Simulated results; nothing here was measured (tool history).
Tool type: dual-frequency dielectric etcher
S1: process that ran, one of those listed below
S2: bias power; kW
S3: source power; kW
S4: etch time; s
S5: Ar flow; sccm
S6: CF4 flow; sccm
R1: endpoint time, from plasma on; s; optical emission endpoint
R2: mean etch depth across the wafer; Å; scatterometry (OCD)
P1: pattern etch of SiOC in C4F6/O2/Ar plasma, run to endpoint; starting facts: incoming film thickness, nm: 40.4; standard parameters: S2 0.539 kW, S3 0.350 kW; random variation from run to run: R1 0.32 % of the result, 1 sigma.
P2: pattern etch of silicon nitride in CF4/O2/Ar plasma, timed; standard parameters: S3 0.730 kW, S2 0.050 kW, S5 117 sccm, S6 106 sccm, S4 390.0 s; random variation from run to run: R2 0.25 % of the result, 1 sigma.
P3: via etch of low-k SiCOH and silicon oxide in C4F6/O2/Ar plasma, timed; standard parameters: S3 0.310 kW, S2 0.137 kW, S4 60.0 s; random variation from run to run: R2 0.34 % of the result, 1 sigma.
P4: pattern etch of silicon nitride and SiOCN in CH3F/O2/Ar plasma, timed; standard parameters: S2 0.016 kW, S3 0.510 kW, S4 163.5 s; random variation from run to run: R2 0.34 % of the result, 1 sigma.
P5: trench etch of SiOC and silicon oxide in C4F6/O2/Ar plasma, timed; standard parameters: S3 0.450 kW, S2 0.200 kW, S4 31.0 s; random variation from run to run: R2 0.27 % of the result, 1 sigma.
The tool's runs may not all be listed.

Run 1, hour 17.4: S1 P1, S2 0.539 kW, S3 0.350 kW. Result: R1 13.986 s.
Run 2, hour 26.6: S1 P1, S2 0.337 kW, S3 0.440 kW. Result: R1 15.318 s.
Run 3, hour 43.5: S1 P4, S2 0.016 kW, S3 0.330 kW, S4 163.5 s. Result: R2 174.25 Å.
Run 4, hour 53.2: S1 P5, S2 0.200 kW, S3 0.450 kW, S4 31.0 s. Result: R2 673.34 Å.
Run 5, hour 69.5: S1 P1, S2 0.539 kW, S3 0.350 kW. Result: R1 14.027 s.
Run 6, hour 85.2: S1 P1, S2 0.646 kW, S3 0.430 kW. Result: R1 12.076 s.
Run 7, hour 101.9: S1 P5, S2 0.200 kW, S3 0.620 kW, S4 31.0 s. Result: R2 763.93 Å.
Run 8, hour 112.0: S1 P4, S2 0.019 kW, S3 0.510 kW, S4 163.5 s. Result: R2 216.25 Å.
Run 9, hour 130.7: S1 P2, S2 0.050 kW, S3 0.730 kW, S4 269.5 s, S5 117 sccm, S6 106 sccm. Result: R2 7082.60 Å.
Run 10, hour 149.5: S1 P1, S2 0.539 kW, S3 0.350 kW. Result: R1 14.019 s.
Run 11, hour 168.5: S1 P1, S2 0.696 kW, S3 0.260 kW. Result: R1 14.145 s.
Run 12, hour 180.8: S1 P2, S2 0.050 kW, S3 0.730 kW, S4 390.0 s, S5 117 sccm, S6 64 sccm. Result: R2 9537.20 Å.
Run 13, hour 194.1: S1 P1, S2 0.539 kW, S3 0.240 kW. Result: R1 15.995 s.
Run 14, hour 210.3: S1 P2, S2 0.050 kW, S3 0.730 kW, S4 390.0 s, S5 84 sccm, S6 106 sccm. Result: R2 10765.00 Å.
Run 15, hour 220.4: S1 P1, S2 0.539 kW, S3 0.350 kW. Result: R1 14.025 s.
Run 16, hour 239.4: S1 P2, S2 0.050 kW, S3 0.730 kW, S4 390.0 s, S5 117 sccm, S6 106 sccm. Result: R2 10220.00 Å.
Run 17, hour 254.7: S1 P4, S2 0.016 kW, S3 0.510 kW, S4 163.5 s. Result: R2 202.72 Å.
Run 18, hour 266.1: S1 P3, S2 0.188 kW, S3 0.310 kW, S4 60.0 s. Result: R2 1562.30 Å.
Run 19, hour 276.8: S1 P4, S2 0.016 kW, S3 0.510 kW, S4 230.0 s. Result: R2 286.31 Å.
Run 20, hour 292.5: S1 P2, S2 0.034 kW, S3 0.730 kW, S4 390.0 s, S5 117 sccm, S6 106 sccm. Result: R2 8947.00 Å.
Run 21, hour 309.2: S1 P5, S2 0.200 kW, S3 0.450 kW, S4 24.0 s. Result: R2 525.19 Å.
Run 22, hour 327.7: S1 P3, S2 0.137 kW, S3 0.310 kW, S4 33.0 s. Result: R2 774.46 Å.
Run 23, hour 337.1: S1 P4, S2 0.016 kW, S3 0.510 kW, S4 163.5 s. Result: R2 202.38 Å.
Run 24, hour 354.1: S1 P3, S2 0.137 kW, S3 0.310 kW, S4 60.0 s. Result: R2 1405.80 Å.
Run 25, hour 373.4: S1 P1, S2 0.427 kW, S3 0.350 kW. Result: R1 15.271 s.
Run 26, hour 382.8: S1 P3, S2 0.137 kW, S3 0.420 kW, S4 60.0 s. Result: R2 1602.90 Å.
Run 27, hour 393.5: S1 P1, S2 0.539 kW, S3 0.350 kW. Result: R1 13.940 s.
Run 28, hour 403.6: S1 P1, S2 0.665 kW, S3 0.350 kW. Result: R1 12.900 s.
Run 29, hour 414.6: S1 P1, S2 0.539 kW, S3 0.500 kW. Result: R1 12.303 s.
Run 30, hour 432.7: S1 P5, S2 0.138 kW, S3 0.450 kW, S4 31.0 s. Result: R2 601.57 Å.
Run 31, hour 444.0: S1 P2, S2 0.050 kW, S3 0.450 kW, S4 390.0 s, S5 117 sccm, S6 106 sccm. Result: R2 6743.30 Å.
Run 32, hour 455.1: S1 P1, S2 0.539 kW, S3 0.350 kW. Result: R1 14.038 s.

Forecast run 33:
Run 33, hour 468.3: S1 P1, S2 0.539 kW, S3 0.350 kW. Result: R1 ?.

R1: 14.009 s
